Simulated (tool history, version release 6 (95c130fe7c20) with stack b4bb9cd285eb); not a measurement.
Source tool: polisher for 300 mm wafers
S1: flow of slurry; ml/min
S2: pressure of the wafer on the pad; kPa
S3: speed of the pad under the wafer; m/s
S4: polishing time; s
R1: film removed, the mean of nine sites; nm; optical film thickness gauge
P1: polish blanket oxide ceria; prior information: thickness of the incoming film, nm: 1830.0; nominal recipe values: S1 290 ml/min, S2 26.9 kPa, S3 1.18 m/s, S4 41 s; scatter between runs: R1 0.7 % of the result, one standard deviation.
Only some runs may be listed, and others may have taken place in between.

{"run": 1, "day": 0.758, "S1": 290, "S2": 26.9, "S3": 1.18, "S4": 41, "R1": 306.42}
{"run": 2, "day": 1.533, "S1": 290, "S2": 26.9, "S3": 1.18, "S4": 41, "R1": 306.69}
{"run": 3, "day": 1.946, "S1": 290, "S2": 37.9, "S3": 1.18, "S4": 41, "R1": 434.67}
{"day": 2.158, "done": "head pressure recalibrated"}
{"run": 4, "day": 2.512, "S1": 290, "S2": 18.6, "S3": 1.6, "S4": 41, "R1": 287.54}
{"run": 5, "day": 3.175, "S1": 290, "S2": 26.9, "S3": 1.18, "S4": 63, "R1": 462.03}
{"run": 6, "day": 3.604, "S1": 175, "S2": 26.9, "S3": 1.18, "S4": 41, "R1": 286.67}
{"run": 7, "day": 4.038, "S1": 290, "S2": 26.9, "S3": 1.18, "S4": 41, "R1": 302.39}
{"run": 8, "day": 4.383, "S1": 430, "S2": 26.9, "S3": 1.18, "S4": 41, "R1": 315.09}
{"run": 9, "day": 5.062, "S1": 290, "S2": 26.9, "S3": 1.18, "S4": 19, "R1": 140.68}
{"run": 10, "day": 5.492, "S1": 430, "S2": 39.3, "S3": 1.18, "S4": 41, "R1": 461.72}
{"run": 11, "day": 6.083, "S1": 290, "S2": 12.4, "S3": 1.18, "S4": 41, "R1": 140.6}
{"run": 12, "day": 6.517, "S1": 290, "S2": 26.9, "S3": 1.18, "S4": 41, "R1": 304.25}
{"run": 13, "day": 7.275, "S1": 290, "S2": 26.9, "S3": 1.18, "S4": 41, "R1": 304.13}
{"day": 7.654, "done": "worn pad replaced by a new one"}
{"run": 14, "day": 7.804, "S1": 290, "S2": 26.9, "S3": 0.54, "S4": 41, "R1": 140.77}
{"run": 15, "day": 8.138, "S1": 290, "S2": 26.9, "S3": 1.18, "S4": 41, "R1": 303.67}
{"run": 16, "day": 8.575, "S1": 290, "S2": 26.9, "S3": 1.18, "S4": 41, "R1": 307.4}

For run 17, what comes out?
{"run": 17, "day": 8.929, "S1": 290, "S2": 26.9, "S3": 1.72, "S4": 41, "R1": "?"}

{"run 17": {"R1": 447.7}}
